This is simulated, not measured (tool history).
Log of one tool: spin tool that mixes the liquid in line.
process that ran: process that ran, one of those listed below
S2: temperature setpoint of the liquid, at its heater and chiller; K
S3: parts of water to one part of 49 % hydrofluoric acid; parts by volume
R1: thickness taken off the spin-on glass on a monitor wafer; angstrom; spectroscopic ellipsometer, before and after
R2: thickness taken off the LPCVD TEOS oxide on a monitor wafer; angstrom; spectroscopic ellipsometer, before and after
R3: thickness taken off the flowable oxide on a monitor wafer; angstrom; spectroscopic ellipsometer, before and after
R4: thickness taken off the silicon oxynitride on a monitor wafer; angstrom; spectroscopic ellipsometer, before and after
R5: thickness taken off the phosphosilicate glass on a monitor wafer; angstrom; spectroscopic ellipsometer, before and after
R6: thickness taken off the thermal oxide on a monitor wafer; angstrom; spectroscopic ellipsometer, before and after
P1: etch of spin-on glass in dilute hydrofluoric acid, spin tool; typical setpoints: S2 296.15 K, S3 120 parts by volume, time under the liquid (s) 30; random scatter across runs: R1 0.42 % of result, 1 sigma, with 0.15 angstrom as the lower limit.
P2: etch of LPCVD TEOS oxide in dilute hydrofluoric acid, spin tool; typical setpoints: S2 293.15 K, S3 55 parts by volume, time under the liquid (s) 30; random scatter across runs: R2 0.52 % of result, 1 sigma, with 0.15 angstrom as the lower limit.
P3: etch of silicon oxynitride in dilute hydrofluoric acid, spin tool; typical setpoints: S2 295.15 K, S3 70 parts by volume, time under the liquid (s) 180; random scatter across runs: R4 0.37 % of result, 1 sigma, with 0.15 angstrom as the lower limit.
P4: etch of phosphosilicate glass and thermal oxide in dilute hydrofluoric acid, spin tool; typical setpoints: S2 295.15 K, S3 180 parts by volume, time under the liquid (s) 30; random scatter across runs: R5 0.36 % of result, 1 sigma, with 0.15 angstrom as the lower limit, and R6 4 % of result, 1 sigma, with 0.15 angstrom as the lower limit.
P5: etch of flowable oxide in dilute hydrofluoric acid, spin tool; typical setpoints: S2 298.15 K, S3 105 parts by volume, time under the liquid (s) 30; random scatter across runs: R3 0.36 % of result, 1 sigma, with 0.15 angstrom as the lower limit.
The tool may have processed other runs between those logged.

Run 1, hour 4.4: process that ran P1, S2 296.15 K, S3 120 parts by volume, time under the liquid (s) 30. Result: R1 160.5 angstrom.
Run 2, hour 7.4: process that ran P2, S2 293.15 K, S3 85 parts by volume, time under the liquid (s) 30. Result: R2 108 angstrom.
Run 3, hour 9.9: process that ran P1, S2 296.15 K, S3 215 parts by volume, time under the liquid (s) 30. Result: R1 80.659 angstrom.
Run 4, hour 13.3: process that ran P2, S2 293.15 K, S3 55 parts by volume, time under the liquid (s) 30. Result: R2 172.17 angstrom.
Run 5, hour 17.2: process that ran P5, S2 298.15 K, S3 185 parts by volume, time under the liquid (s) 30. Result: R3 77.34 angstrom.
Run 6, hour 19.9: process that ran P5, S2 298.15 K, S3 105 parts by volume, time under the liquid (s) 30. Result: R3 148.44 angstrom.
Run 7, hour 23.6: process that ran P5, S2 298.15 K, S3 105 parts by volume, time under the liquid (s) 55. Result: R3 273.74 angstrom.
Run 8, hour 26: process that ran P2, S2 293.15 K, S3 55 parts by volume, time under the liquid (s) 15. Result: R2 86.823 angstrom.
Run 9, hour 29.1: process that ran P1, S2 296.15 K, S3 120 parts by volume, time under the liquid (s) 30. Result: R1 159.32 angstrom.
Run 10, hour 32.4: process that ran P5, S2 292.15 K, S3 105 parts by volume, time under the liquid (s) 30. Result: R3 117.45 angstrom.
Run 11, hour 34.9: process that ran P2, S2 297.15 K, S3 55 parts by volume, time under the liquid (s) 30. Result: R2 204.7 angstrom.
Run 12, hour 39.1: process that ran P1, S2 296.15 K, S3 40 parts by volume, time under the liquid (s) 50. Result: R1 880.33 angstrom.
Run 13, hour 42.7: process that ran P3, S2 295.15 K, S3 70 parts by volume, time under the liquid (s) 55. Result: R4 30.785 angstrom.
Run 14, hour 46.9: process that ran P1, S2 296.15 K, S3 120 parts by volume, time under the liquid (s) 30. Result: R1 160.05 angstrom.
Run 15, hour 48.9: process that ran P1, S2 303.65 K, S3 120 parts by volume, time under the liquid (s) 30. Result: R1 212.46 angstrom.
Run 16, hour 51.2: process that ran P3, S2 301.15 K, S3 70 parts by volume, time under the liquid (s) 180. Result: R4 135.89 angstrom.
Run 17, hour 54.8: process that ran P2, S2 293.15 K, S3 55 parts by volume, time under the liquid (s) 30. Result: R2 175.11 angstrom.
Run 18, hour 58.8: process that ran P1, S2 299.15 K, S3 190 parts by volume, time under the liquid (s) 30. Result: R1 104 angstrom.
Run 19, hour 62.7: process that ran P1, S2 296.15 K, S3 120 parts by volume, time under the liquid (s) 30. Result: R1 159.95 angstrom.
Run 20, hour 66.8: process that ran P4, S2 290.15 K, S3 180 parts by volume, time under the liquid (s) 30. Result: R5 68.918 angstrom, R6 5.0652 angstrom.
Run 21, hour 71.1: process that ran P1, S2 296.15 K, S3 210 parts by volume, time under the liquid (s) 60. Result: R1 166.26 angstrom.
Run 22, hour 74: process that ran P4, S2 295.15 K, S3 180 parts by volume, time under the liquid (s) 30. Result: R5 83.739 angstrom, R6 7.4568 angstrom.
Run 23, hour 77.7: process that ran P4, S2 295.15 K, S3 245 parts by volume, time under the liquid (s) 30. Result: R5 58.006 angstrom, R6 5.0609 angstrom.
Run 24, hour 80.9: process that ran P5, S2 298.15 K, S3 105 parts by volume, time under the liquid (s) 30. Result: R3 148.98 angstrom.
Run 25, hour 83.7: process that ran P3, S2 295.15 K, S3 20 parts by volume, time under the liquid (s) 180. Result: R4 366 angstrom.
Run 26, hour 87.4: process that ran P1, S2 296.15 K, S3 120 parts by volume, time under the liquid (s) 15. Result: R1 80.226 angstrom.
Run 27, hour 90.5: process that ran P1, S2 296.15 K, S3 65 parts by volume, time under the liquid (s) 30. Result: R1 315.21 angstrom.
Run 28, hour 92.7: process that ran P4, S2 295.15 K, S3 180 parts by volume, time under the liquid (s) 15. Result: R5 42.114 angstrom, R6 3.5505 angstrom.
Run 29, hour 94.9: process that ran P1, S2 290.15 K, S3 120 parts by volume, time under the liquid (s) 30. Result: R1 125.43 angstrom.
Run 30, hour 99.1: process that ran P1, S2 296.15 K, S3 120 parts by volume, time under the liquid (s) 30. Result: R1 160.18 angstrom.
Run 31, hour 102.8: process that ran P3, S2 295.15 K, S3 70 parts by volume, time under the liquid (s) 180. Result: R4 100.75 angstrom.
Run 32, hour 106.3: process that ran P1, S2 296.15 K, S3 120 parts by volume, time under the liquid (s) 55. Result: R1 292.91 angstrom.
Run 33, hour 109.5: process that ran P1, S2 296.15 K, S3 120 parts by volume, time under the liquid (s) 30. Result: R1 159.65 angstrom.
Run 34, hour 112.5: process that ran P1, S2 296.15 K, S3 120 parts by volume, time under the liquid (s) 30. Result: R1 163.91 angstrom.
Run 35, hour 116.7: process that ran P1, S2 296.15 K, S3 120 parts by volume, time under the liquid (s) 30. Result: R1 167.81 angstrom.
Run 36, hour 119.3: process that ran P1, S2 296.15 K, S3 120 parts by volume, time under the liquid (s) 30. Result: R1 170.36 angstrom.
Run 37, hour 122.9: process that ran P1, S2 296.15 K, S3 120 parts by volume, time under the liquid (s) 30. Result: R1 169.66 angstrom.
Run 38, hour 126.5: process that ran P1, S2 296.15 K, S3 120 parts by volume, time under the liquid (s) 30. Result: R1 171.94 angstrom.
Run 39, hour 128.5: process that ran P1, S2 296.15 K, S3 120 parts by volume, time under the liquid (s) 30. Result: R1 172.25 angstrom.
Run 40, hour 130.7: process that ran P1, S2 296.15 K, S3 120 parts by volume, time under the liquid (s) 30. Result: R1 171.74 angstrom.
Run 41, hour 133.3: process that ran P1, S2 296.15 K, S3 120 parts by volume, time under the liquid (s) 30. Result: R1 171.83 angstrom.
Run 42, hour 135.5: process that ran P1, S2 296.15 K, S3 120 parts by volume, time under the liquid (s) 30. Result: R1 172.47 angstrom.
Run 43, hour 139.1: process that ran P1, S2 296.15 K, S3 120 parts by volume, time under the liquid (s) 30. Result: R1 171.99 angstrom.

P1 no longer gives what it gave before; its output has crept away from where it was. The following 2 causes, each at its listed size, fit the log equally well:
A: liquid hotter than its thermometer reads (K) = 1.94
B: hydrofluoric acid flow above the setpoint (%) = 6.88
Onset of the creep was near hour 109.5.

Below are 4 check runs, each on a single wafer, with their results shown as question marks. Which of them would tell the listed causes apart, meaning the causes would give clearly different results under it?
Run check 1, hour 142.7: process that ran P5, S2 298.15 K, S3 175 parts by volume, time under the liquid (s) 45. Result: R3 ?.
Run check 2, hour 142.7: process that ran P2, S2 296.65 K, S3 55 parts by volume, time under the liquid (s) 30. Result: R2 ?.
Run check 3, hour 142.7: process that ran P4, S2 290.15 K, S3 180 parts by volume, time under the liquid (s) 15. Result: R5 ?, R6 ?.
Run check 4, hour 142.7: process that ran P3, S2 295.15 K, S3 20 parts by volume, time under the liquid (s) 180. Result: R4 ?.

Expected result of each check under each candidate cause:
  check  result    if A    if B
check 1      R3  132.54   133.6
check 2      R2  216.86  215.11
check 3      R5  37.177  37.179
check 3      R6  3.0557  3.0558
check 4      R4  402.56  390.43
Separation of the two closest causes in each check, using whichever result separates them best: check 1 0.8 %; check 2 0.81 %; check 3 0 %; check 4 3.06 %
Of the check runs offered, only check 4 discriminates between the causes; the rest would read about the same regardless of which cause applies.

Check 4 was carried out, with these results: R4 401.53 angstrom. Which of the listed causes is responsible?

The cause is A: liquid hotter than its thermometer reads (K).
